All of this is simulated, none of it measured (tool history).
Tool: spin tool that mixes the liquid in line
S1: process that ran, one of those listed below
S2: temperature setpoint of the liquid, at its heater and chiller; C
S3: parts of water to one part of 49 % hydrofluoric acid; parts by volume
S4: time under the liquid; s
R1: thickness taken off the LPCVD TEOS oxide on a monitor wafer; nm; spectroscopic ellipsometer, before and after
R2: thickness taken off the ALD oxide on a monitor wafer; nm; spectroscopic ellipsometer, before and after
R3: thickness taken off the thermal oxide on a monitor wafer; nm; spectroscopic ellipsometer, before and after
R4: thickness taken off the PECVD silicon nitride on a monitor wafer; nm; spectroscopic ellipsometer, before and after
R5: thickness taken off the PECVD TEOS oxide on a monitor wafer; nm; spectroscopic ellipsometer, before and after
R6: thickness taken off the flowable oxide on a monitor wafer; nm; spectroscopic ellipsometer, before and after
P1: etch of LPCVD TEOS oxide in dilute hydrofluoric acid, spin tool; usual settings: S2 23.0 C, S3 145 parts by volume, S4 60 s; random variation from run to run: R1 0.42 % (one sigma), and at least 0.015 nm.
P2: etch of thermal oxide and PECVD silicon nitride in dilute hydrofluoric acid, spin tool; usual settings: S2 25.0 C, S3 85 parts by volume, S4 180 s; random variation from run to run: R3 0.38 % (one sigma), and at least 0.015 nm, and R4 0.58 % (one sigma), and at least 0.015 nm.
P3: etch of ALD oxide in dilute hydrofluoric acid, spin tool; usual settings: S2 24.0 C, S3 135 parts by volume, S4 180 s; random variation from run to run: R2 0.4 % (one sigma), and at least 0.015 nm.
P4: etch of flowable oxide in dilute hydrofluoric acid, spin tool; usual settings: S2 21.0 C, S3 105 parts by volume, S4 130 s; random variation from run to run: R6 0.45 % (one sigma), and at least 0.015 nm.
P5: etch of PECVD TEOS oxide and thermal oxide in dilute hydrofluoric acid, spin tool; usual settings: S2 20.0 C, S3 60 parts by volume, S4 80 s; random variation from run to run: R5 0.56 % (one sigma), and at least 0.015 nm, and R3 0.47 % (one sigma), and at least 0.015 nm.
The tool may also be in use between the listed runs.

{"run": 1, "hour": 8.3, "S1": "P1", "S2": 23.0, "S3": 145, "S4": 60, "R1": 19.346}
{"run": 2, "hour": 20.4, "S1": "P3", "S2": 24.0, "S3": 135, "S4": 310, "R2": 23.911}
{"run": 3, "hour": 33.3, "S1": "P1", "S2": 27.0, "S3": 195, "S4": 60, "R1": 15.922}
{"run": 4, "hour": 44.8, "S1": "P1", "S2": 23.0, "S3": 145, "S4": 110, "R1": 35.727}
{"run": 5, "hour": 61.5, "S1": "P1", "S2": 23.0, "S3": 220, "S4": 60, "R1": 11.811}
{"run": 6, "hour": 71.3, "S1": "P2", "S2": 25.0, "S3": 85, "S4": 180, "R3": 10.616, "R4": 3.9106}
{"run": 7, "hour": 80.2, "S1": "P5", "S2": 20.0, "S3": 110, "S4": 80, "R3": 2.8497, "R5": 10.567}
{"run": 8, "hour": 91.9, "S1": "P1", "S2": 23.0, "S3": 145, "S4": 20, "R1": 6.4883}
{"run": 9, "hour": 100.4, "S1": "P3", "S2": 24.0, "S3": 135, "S4": 180, "R2": 13.938}
{"run": 10, "hour": 113.9, "S1": "P2", "S2": 25.0, "S3": 85, "S4": 295, "R3": 17.391, "R4": 6.3515}
{"run": 11, "hour": 126.7, "S1": "P1", "S2": 31.5, "S3": 145, "S4": 60, "R1": 26.796}
{"hour": 134.9, "done": "hydrofluoric acid flow meter replaced"}
{"run": 12, "hour": 141.8, "S1": "P1", "S2": 29.0, "S3": 145, "S4": 30, "R1": 12.23}
{"run": 13, "hour": 158.8, "S1": "P4", "S2": 21.0, "S3": 105, "S4": 50, "R6": 8.8704}
{"run": 14, "hour": 167.8, "S1": "P1", "S2": 28.0, "S3": 250, "S4": 60, "R1": 11.947}
{"run": 15, "hour": 185.3, "S1": "P5", "S2": 20.0, "S3": 60, "S4": 80, "R3": 5.5119, "R5": 20.417}
{"run": 16, "hour": 193.8, "S1": "P2", "S2": 25.0, "S3": 85, "S4": 180, "R3": 10.609, "R4": 3.9278}
{"run": 17, "hour": 208.5, "S1": "P4", "S2": 21.0, "S3": 105, "S4": 130, "R6": 23.08}
{"run": 18, "hour": 221.0, "S1": "P1", "S2": 23.0, "S3": 145, "S4": 60, "R1": 19.402}
{"run": 19, "hour": 236.1, "S1": "P1", "S2": 23.0, "S3": 145, "S4": 60, "R1": 19.482}
{"run": 20, "hour": 249.2, "S1": "P1", "S2": 23.0, "S3": 145, "S4": 60, "R1": 19.502}
{"run": 21, "hour": 257.0, "S1": "P1", "S2": 23.0, "S3": 145, "S4": 60, "R1": 19.49}
{"run": 22, "hour": 268.2, "S1": "P2", "S2": 25.0, "S3": 120, "S4": 180, "R3": 7.1823, "R4": 2.7968}
{"run": 23, "hour": 282.0, "S1": "P5", "S2": 28.5, "S3": 60, "S4": 80, "R3": 7.7624, "R5": 29.128}
{"run": 24, "hour": 293.9, "S1": "P4", "S2": 25.0, "S3": 105, "S4": 130, "R6": 27.121}
{"run": 25, "hour": 304.9, "S1": "P3", "S2": 24.0, "S3": 135, "S4": 180, "R2": 13.91}
{"run": 26, "hour": 318.4, "S1": "P5", "S2": 20.0, "S3": 60, "S4": 155, "R3": 10.68, "R5": 39.604}
{"run": 27, "hour": 330.0, "S1": "P2", "S2": 17.5, "S3": 85, "S4": 180, "R3": 7.7722, "R4": 2.4098}
{"run": 28, "hour": 343.9, "S1": "P1", "S2": 23.0, "S3": 65, "S4": 60, "R1": 47.811}
{"run": 29, "hour": 360.7, "S1": "P1", "S2": 17.5, "S3": 145, "S4": 60, "R1": 15.599}
{"run": 30, "hour": 375.5, "S1": "P4", "S2": 21.0, "S3": 40, "S4": 130, "R6": 65.668}
{"run": 31, "hour": 389.5, "S1": "P3", "S2": 29.5, "S3": 135, "S4": 180, "R2": 17.151}
{"run": 32, "hour": 398.4, "S1": "P3", "S2": 24.0, "S3": 60, "S4": 180, "R2": 34.11}
{"run": 33, "hour": 414.0, "S1": "P5", "S2": 20.0, "S3": 60, "S4": 80, "R3": 5.525, "R5": 20.289}
{"run": 34, "hour": 426.9, "S1": "P1", "S2": 23.0, "S3": 145, "S4": 60, "R1": 19.428}
{"run": 35, "hour": 437.6, "S1": "P1", "S2": 23.0, "S3": 145, "S4": 60, "R1": 20.065}
{"run": 36, "hour": 448.6, "S1": "P1", "S2": 23.0, "S3": 145, "S4": 60, "R1": 20.214}
{"run": 37, "hour": 457.7, "S1": "P1", "S2": 23.0, "S3": 145, "S4": 60, "R1": 20.523}
{"run": 38, "hour": 468.1, "S1": "P1", "S2": 23.0, "S3": 145, "S4": 60, "R1": 20.566}
{"run": 39, "hour": 478.8, "S1": "P1", "S2": 23.0, "S3": 145, "S4": 60, "R1": 20.482}

Forecast run 40:
{"run": 40, "hour": 490.1, "S1": "P1", "S2": 23.0, "S3": 145, "S4": 60, "R1": "?"}

{"run 40": {"R1": 20.682}}
